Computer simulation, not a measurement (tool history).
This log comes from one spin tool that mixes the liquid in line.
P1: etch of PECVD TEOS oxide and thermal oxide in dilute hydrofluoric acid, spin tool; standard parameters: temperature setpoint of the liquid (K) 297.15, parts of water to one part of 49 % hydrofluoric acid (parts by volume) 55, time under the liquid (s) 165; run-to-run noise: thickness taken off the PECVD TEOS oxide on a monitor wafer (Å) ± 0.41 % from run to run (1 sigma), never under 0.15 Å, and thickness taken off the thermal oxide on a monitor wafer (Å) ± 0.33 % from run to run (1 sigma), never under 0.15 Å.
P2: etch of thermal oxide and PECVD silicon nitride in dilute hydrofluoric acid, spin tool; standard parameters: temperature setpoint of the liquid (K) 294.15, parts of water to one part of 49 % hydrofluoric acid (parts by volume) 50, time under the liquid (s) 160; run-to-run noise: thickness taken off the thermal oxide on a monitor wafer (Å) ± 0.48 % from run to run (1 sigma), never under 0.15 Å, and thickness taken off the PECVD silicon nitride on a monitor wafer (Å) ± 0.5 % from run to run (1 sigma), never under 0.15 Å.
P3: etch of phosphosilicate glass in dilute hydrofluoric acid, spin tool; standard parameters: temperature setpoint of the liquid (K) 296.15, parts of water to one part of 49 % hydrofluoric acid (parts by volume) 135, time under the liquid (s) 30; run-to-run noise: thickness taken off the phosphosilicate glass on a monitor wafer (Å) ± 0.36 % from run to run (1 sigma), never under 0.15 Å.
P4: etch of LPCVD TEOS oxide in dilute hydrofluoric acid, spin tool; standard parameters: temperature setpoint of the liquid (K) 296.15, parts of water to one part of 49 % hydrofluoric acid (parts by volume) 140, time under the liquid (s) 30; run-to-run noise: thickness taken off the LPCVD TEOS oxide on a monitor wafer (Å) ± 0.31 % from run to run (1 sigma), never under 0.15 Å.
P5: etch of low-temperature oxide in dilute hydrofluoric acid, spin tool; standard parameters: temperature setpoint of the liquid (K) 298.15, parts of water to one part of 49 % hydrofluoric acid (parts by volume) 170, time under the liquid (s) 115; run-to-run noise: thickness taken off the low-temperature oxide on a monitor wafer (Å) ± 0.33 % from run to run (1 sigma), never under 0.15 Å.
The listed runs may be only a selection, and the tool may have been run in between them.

run	hour	process that ran	temperature setpoint of the liquid (K)	parts of water to one part of 49 % hydrofluoric acid (parts by volume)	time under the liquid (s)	hours since the thermometer was replaced	hours since the hydrofluoric acid flow meter was replaced	thickness taken off the PECVD TEOS oxide on a monitor wafer (Å)	thickness taken off the thermal oxide on a monitor wafer (Å)	thickness taken off the low-temperature oxide on a monitor wafer (Å)	thickness taken off the LPCVD TEOS oxide on a monitor wafer (Å)	thickness taken off the phosphosilicate glass on a monitor wafer (Å)	thickness taken off the PECVD silicon nitride on a monitor wafer (Å)
1	12	P1	297.15	55	165	479.2	543.2	533.55	159.62				
2	21.5	P1	297.15	100	315	488.7	552.7	530.75	160.24				
3	32.1	P5	298.15	70	115	499.3	563.3			436.18			
4	39.4	P4	296.15	140	30	506.6	570.6				67.749		
5	52.7	P3	296.15	135	45	519.9	583.9					235.34	
6	65.6	P4	296.15	140	60	532.8	596.8				135.03		
7	76.4	P1	297.15	55	165	543.6	607.6	539.84	160.39				
8	83.3	P4	296.15	140	30	550.5	614.5				67.687		
9	91.2	P4	299.65	140	30	558.4	622.4				77.333		
10	101.3	P2	299.65	50	160	568.5	632.5		172.21				211.81
11	114.1	P3	296.15	25	30	581.3	645.3					967.39	
12	126.3	P2	294.15	25	160	593.5	657.5		285.25				285.21
13	136.2	P5	298.15	170	35	603.4	667.4			47.991			
14	145.4	P1	297.15	30	165	612.6	676.6	1009.3	304.26				
15	153.7	P1	297.15	55	265	620.9	684.9	859.45	258.98				
16	165.4	P1	290.15	55	165	632.6	696.6	399.36	119.89				
17	178	P1	302.65	55	165	645.2	709.2	664.93	200.84				
18	185.9	P2	294.15	50	160	653.1	717.1		138.26				146.2
19	197.9	P1	297.15	55	165	665.1	729.1	535.14	161.35				
20	204.5	P5	298.15	170	115	671.7	735.7			158.29			
# hour 205.7: thermometer replaced
21	217.6	P2	294.15	50	160	11.9	748.8		139.52				145.69
22	229.4	P1	293.15	75	165	23.7	760.6	322.76	97.73				
23	242.2	P1	297.15	55	165	36.5	773.4	534.06	160.72				
24	251.9	P1	297.15	90	165	46.2	783.1	314.01	94.776				
25	262.2	P1	297.15	55	165	56.5	793.4	532.21	161.14				
26	271.6	P4	296.15	55	30	65.9	802.8				191.21		
27	284.3	P1	297.15	55	55	78.6	815.5	177.57	53.127				

Run 28 has not been measured yet. What should we expect?
28	290.4	P5	290.65	170	115	84.7	821.6			?			

Run 28 gave thickness taken off the low-temperature oxide on a monitor wafer (Å) 118.56.

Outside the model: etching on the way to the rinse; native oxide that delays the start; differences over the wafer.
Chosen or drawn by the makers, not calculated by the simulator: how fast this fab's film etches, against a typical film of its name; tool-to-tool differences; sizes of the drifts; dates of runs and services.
